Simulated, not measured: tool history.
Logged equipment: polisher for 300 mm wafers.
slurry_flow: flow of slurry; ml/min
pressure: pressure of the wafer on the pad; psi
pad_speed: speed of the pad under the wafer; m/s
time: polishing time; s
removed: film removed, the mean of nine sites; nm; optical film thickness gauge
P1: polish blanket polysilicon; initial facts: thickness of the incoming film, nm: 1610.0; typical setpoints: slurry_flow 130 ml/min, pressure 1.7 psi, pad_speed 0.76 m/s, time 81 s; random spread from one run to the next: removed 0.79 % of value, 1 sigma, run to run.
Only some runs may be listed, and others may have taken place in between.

run,day,slurry_flow,pressure,pad_speed,time,removed
1,0.175,130,1.7,0.76,81,371.95
2,0.467,130,1.0,0.76,81,219.92
3,0.771,80,1.7,0.76,81,331.33
4,0.929,130,0.8,1.14,81,264.96
5,1.175,190,1.7,0.76,81,398.53
6,1.333,130,1.7,0.76,81,373.67
7,1.592,130,1.7,0.76,81,375.74
8,1.742,130,1.7,0.76,44,202.98
9,1.979,130,1.7,0.76,123,569.63
10,2.167,130,1.7,0.36,81,179.43
11,2.408,130,1.7,0.76,81,369.20
12,2.712,130,1.7,0.76,81,369.79
13,2.854,130,1.7,0.94,38,215.94
14,3.108,130,2.7,0.76,81,591.92
15,3.292,130,1.7,1.16,81,568.38
16,3.496,130,1.7,0.76,81,377.50

The next listed run, before its measurement:
17,3.725,130,1.7,0.76,81,?

removed: 362.55 nm

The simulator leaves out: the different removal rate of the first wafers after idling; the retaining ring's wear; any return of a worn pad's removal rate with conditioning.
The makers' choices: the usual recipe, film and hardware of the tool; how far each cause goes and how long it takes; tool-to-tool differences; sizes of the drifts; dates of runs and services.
